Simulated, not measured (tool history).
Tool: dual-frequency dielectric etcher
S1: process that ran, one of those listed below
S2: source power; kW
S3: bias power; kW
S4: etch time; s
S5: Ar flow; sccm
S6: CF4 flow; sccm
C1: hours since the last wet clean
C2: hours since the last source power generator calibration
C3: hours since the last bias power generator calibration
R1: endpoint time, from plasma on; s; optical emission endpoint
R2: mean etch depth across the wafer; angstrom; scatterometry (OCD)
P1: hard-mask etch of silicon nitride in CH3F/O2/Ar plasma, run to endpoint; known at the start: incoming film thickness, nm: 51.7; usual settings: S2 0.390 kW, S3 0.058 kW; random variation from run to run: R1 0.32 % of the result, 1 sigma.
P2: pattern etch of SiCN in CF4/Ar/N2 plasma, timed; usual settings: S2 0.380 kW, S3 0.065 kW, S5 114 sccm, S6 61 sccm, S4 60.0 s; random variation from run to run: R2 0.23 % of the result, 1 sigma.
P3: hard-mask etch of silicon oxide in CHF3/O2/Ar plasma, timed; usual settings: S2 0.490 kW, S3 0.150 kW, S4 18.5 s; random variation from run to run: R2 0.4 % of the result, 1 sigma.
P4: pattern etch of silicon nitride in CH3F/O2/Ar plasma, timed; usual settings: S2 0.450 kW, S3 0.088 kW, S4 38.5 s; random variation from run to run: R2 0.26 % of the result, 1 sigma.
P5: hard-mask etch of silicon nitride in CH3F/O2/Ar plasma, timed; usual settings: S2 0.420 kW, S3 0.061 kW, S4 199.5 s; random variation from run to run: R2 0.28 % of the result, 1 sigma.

run   hour  S1     S2     S3     S4   S5  S6     C1      C2      C3      R1       R2
  1   11.9  P1  0.390  0.058                  302.8  1335.9  3026.6  84.425
  2   18.5  P5  0.420  0.061  135.5           309.4  1342.5  3033.2           905.66
  3   29.4  P5  0.420  0.037  199.5           320.3  1353.4  3044.1          1134.40
  4   40.3  P1  0.390  0.058                  331.2  1364.3  3055.0  83.965
  5   46.5  P4  0.450  0.088   38.5           337.4  1370.5  3061.2           299.69
  6   55.6  P1  0.260  0.058                  346.5  1379.6  3070.3  98.441
  7   66.8  P1  0.390  0.058                  357.7  1390.8  3081.5  83.891
  8   72.2  P2  0.380  0.065   60.0  114  61  363.1  1396.2  3086.9           413.41
  9   82.0  P5  0.420  0.061  199.5           372.9  1406.0  3096.7          1327.70
 10   92.5  P2  0.380  0.065   84.0  114  61  383.4  1416.5  3107.2           574.96
 11  101.0  P1  0.390  0.058                  391.9  1425.0  3115.7  83.534
 12  107.4  P1  0.390  0.058                  398.3  1431.4  3122.1  83.791
 13  115.1  P2  0.380  0.065   60.0  114  84  406.0  1439.1  3129.8           432.07
 14  127.2  P2  0.380  0.044   60.0  114  61  418.1  1451.2  3141.9           361.41
 15  135.6  P2  0.540  0.065   60.0  114  61  426.5  1459.6  3150.3           560.80
 16  144.0  P3  0.490  0.191   18.5           434.9  1468.0  3158.7           340.95
 17  154.0  P2  0.380  0.065   60.0  159  61  444.9  1478.0  3168.7           390.41
 18  159.4  P1  0.390  0.058                  450.3  1483.4  3174.1  83.376
 19  167.2  P4  0.450  0.088   48.5           458.1  1491.2  3181.9           374.91
 20  174.8  P4  0.450  0.053   38.5           465.7  1498.8  3189.5           252.21
 21  186.5  P5  0.270  0.061  199.5           477.4  1510.5  3201.2          1120.30
     189.1  -- wet clean of the chamber
 22  197.5  P4  0.630  0.088   38.5             8.4  1521.5  3212.2           337.87
 23  208.7  P1  0.320  0.067                   19.6  1532.7  3223.4  86.232
 24  214.4  P3  0.690  0.150   18.5            25.3  1538.4  3229.1           359.56
 25  224.7  P3  0.490  0.150   27.0            35.6  1548.7  3239.4           459.66
 26  236.4  P1  0.390  0.038                   47.3  1560.4  3251.1  95.174
 27  244.7  P3  0.490  0.150   18.5            55.6  1568.7  3259.4           318.01
 28  251.6  P1  0.390  0.078                   62.5  1575.6  3266.3  75.642
 29  257.2  P1  0.520  0.058                   68.1  1581.2  3271.9  74.956
 30  264.6  P1  0.390  0.058                   75.5  1588.6  3279.3  83.928
 31  272.9  P1  0.390  0.058                   83.8  1596.9  3287.6  83.627
 32  279.1  P1  0.390  0.058                   90.0  1603.1  3293.8  82.779
 33  290.6  P1  0.390  0.058                  101.5  1614.6  3305.3  83.139
 34  298.5  P1  0.390  0.058                  109.4  1622.5  3313.2  82.823
     300.6  -- wet clean of the chamber
 35  310.1  P1  0.390  0.058                    9.6  1634.1  3324.8  82.744
 36  315.8  P1  0.390  0.058                   15.3  1639.8  3330.5  82.148
 37  324.5  P1  0.390  0.058                   24.0  1648.5  3339.2  82.430

What P1 gives has crept away from where it was. These 2 causes fit the log equally well, each at the size given:
A: bias power that arrives over what is set, % = 4.91
B: source power that arrives over what is set, % = 4.17
The creep began at about hour 264.6.
Why every other cause is out:
chamber walls in a state that raises the etch rate, %: serviced at hour 300.6, which brought nothing back

4 check runs are offered, one wafer each, their results left as question marks. Which one tells the causes apart?
check 1  333.2  P5  0.280  0.061  144.5                            ?
check 2  333.2  P3  0.490  0.189   25.5                            ?
check 3  333.2  P2  0.380  0.052   60.0  114  83                   ?
check 4  333.2  P4  0.620  0.054   38.5                            ?

What each check would give under each cause:
  check  result    if A    if B
check 1      R2  836.94  836.23
check 2      R2  477.73  477.23
check 3      R2  408.45  416.93
check 4      R2  291.34  291.70
How far apart the two closest causes lie, in the result that separates them most: check 1 0.08 %; check 2 0.1 %; check 3 2.05 %; check 4 0.12 %
Only check 3 tells the causes apart: in the others they would give nearly the same result.

Check 3 was then run and gave: R2 416.61 angstrom. Which cause is it?

It is B: source power that arrives over what is set, %.
